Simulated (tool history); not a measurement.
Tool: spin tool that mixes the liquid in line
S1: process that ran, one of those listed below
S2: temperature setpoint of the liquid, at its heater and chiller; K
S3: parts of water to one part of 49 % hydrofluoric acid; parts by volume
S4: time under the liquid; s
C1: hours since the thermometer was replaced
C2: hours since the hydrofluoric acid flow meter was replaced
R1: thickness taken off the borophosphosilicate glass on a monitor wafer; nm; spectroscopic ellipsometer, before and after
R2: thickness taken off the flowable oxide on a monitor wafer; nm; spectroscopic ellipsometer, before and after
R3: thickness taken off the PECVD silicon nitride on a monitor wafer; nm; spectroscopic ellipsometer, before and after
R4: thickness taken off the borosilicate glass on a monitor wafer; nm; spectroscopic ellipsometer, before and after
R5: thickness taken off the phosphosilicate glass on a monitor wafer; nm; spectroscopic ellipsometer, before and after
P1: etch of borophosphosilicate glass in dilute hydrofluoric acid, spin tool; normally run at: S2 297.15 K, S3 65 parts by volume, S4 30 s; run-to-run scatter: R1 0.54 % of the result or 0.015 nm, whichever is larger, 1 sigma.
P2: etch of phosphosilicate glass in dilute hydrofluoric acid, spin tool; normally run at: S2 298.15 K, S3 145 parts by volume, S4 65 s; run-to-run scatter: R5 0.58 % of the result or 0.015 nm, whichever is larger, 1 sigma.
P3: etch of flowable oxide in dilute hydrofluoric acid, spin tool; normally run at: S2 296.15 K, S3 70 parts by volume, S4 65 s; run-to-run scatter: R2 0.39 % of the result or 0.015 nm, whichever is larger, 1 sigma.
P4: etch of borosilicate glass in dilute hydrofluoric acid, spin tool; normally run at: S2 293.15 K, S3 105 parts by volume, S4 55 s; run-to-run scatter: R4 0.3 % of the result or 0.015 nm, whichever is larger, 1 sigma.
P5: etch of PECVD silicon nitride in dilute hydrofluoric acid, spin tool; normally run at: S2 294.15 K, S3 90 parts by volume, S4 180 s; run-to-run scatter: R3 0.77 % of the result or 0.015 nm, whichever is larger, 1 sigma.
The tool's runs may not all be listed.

run	hour	S1	S2	S3	S4	C1	C2	R1	R2	R3	R4	R5
1	13.1	P1	297.15	65	30	1583.5	404.2	15.5430				
2	31.3	P1	297.15	65	30	1601.7	422.4	15.5890				
3	49.6	P3	296.15	70	130	1620.0	440.7		66.188			
4	68.7	P1	297.15	65	50	1639.1	459.8	25.9980				
5	81.5	P5	294.15	20	180	1651.9	472.6			11.94000		
6	91.1	P3	296.15	70	65	1661.5	482.2		33.281			
7	104.2	P4	290.15	105	55	1674.6	495.3				16.859	
8	117.4	P1	297.15	65	15	1687.8	508.5	7.7387				
9	128.6	P1	297.15	100	30	1699.0	519.7	9.7531				
10	145.1	P4	293.15	105	55	1715.5	536.2				19.144	
11	162.2	P5	294.15	90	180	1732.6	553.3			2.79930		
12	177.7	P1	297.15	20	15	1748.1	568.8	26.8530				
13	195.0	P2	298.15	145	65	1765.4	586.1					25.836
14	209.2	P1	297.15	65	30	1779.6	600.3	15.6110				
15	223.8	P1	297.15	65	30	1794.2	614.9	15.7370				
16	237.0	P3	290.15	70	65	1807.4	628.1		25.697			
17	255.2	P3	296.15	125	65	1825.6	646.3		17.314			
18	264.1	P4	293.15	105	30	1834.5	655.2				10.410	
19	281.6	P1	297.15	100	15	1852.0	672.7	4.8445				
20	294.5	P2	304.65	145	65	1864.9	685.6					32.789
21	308.9	P1	297.15	65	30	1879.3	700.0	15.4810				
22	325.9	P4	293.15	175	55	1896.3	717.0				10.723	
23	342.4	P1	297.15	65	30	1912.8	733.5	15.8150				
24	361.3	P1	297.15	40	30	1931.7	752.4	26.3920				
25	374.8	P3	296.15	70	65	1945.2	765.9		33.053			
26	386.4	P2	298.15	145	110	1956.8	777.5					43.760
27	403.8	P1	302.15	65	30	1974.2	794.9	19.0060				
28	421.0	P5	301.65	90	180	1991.4	812.1			4.53100		
29	431.4	P1	290.65	65	30	2001.8	822.5	11.8410				
30	450.3	P2	298.15	245	65	2020.7	841.4					13.586
31	468.5	P5	294.15	90	180	2038.9	859.6			2.77450		
32	477.0	P5	294.15	90	15	2047.4	868.1			0.22763		
33	495.4	P1	297.15	65	30	2065.8	886.5	15.6450				
34	509.9	P1	297.15	65	30	2080.3	901.0	16.0030				
35	523.1	P1	297.15	65	30	2093.5	914.2	16.2090				
36	542.0	P1	297.15	65	30	2112.4	933.1	16.4280				
37	555.3	P1	297.15	65	30	2125.7	946.4	16.4180				
38	573.3	P1	297.15	65	30	2143.7	964.4	16.5450				
39	589.4	P1	297.15	65	30	2159.8	980.5	16.5490				
40	608.3	P1	297.15	65	30	2178.7	999.4	16.7580				
41	622.1	P1	297.15	65	30	2192.5	1013.2	16.7090				
42	631.1	P1	297.15	65	30	2201.5	1022.2	16.7510				
43	648.4	P1	297.15	65	30	2218.8	1039.5	16.8270				
44	662.5	P1	297.15	65	30	2232.9	1053.6	16.7610				

What P1 gives has crept away from where it was. These 2 causes fit the log equally well, each at the size given:
A: liquid hotter than its thermometer reads (K) = 1.79
B: hydrofluoric acid flow above the setpoint (%) = 6.88
The creep began at about hour 495.4.

4 check runs are offered, one wafer each, their results left as question marks. Which one tells the causes apart?
check 1	676.6	P5	294.15	25	75					?		
check 2	676.6	P3	296.15	125	65				?			
check 3	676.6	P2	301.65	145	65							?
check 4	676.6	P4	293.15	170	55						?	

What each check would give under each cause:
check	result	if A	if B
check 1	R3	4.55260	4.28550
check 2	R2	18.599	18.715
check 3	R5	31.382	31.808
check 4	R4	11.865	11.960
How far apart the two closest causes lie, in the result that separates them most: check 1 6.04 %; check 2 0.62 %; check 3 1.35 %; check 4 0.8 %
Only check 1 tells the causes apart: in the others they would give nearly the same result.

Check 1 was then run and gave: R3 4.48790 nm. Which cause is it?

It is A: liquid hotter than its thermometer reads (K).
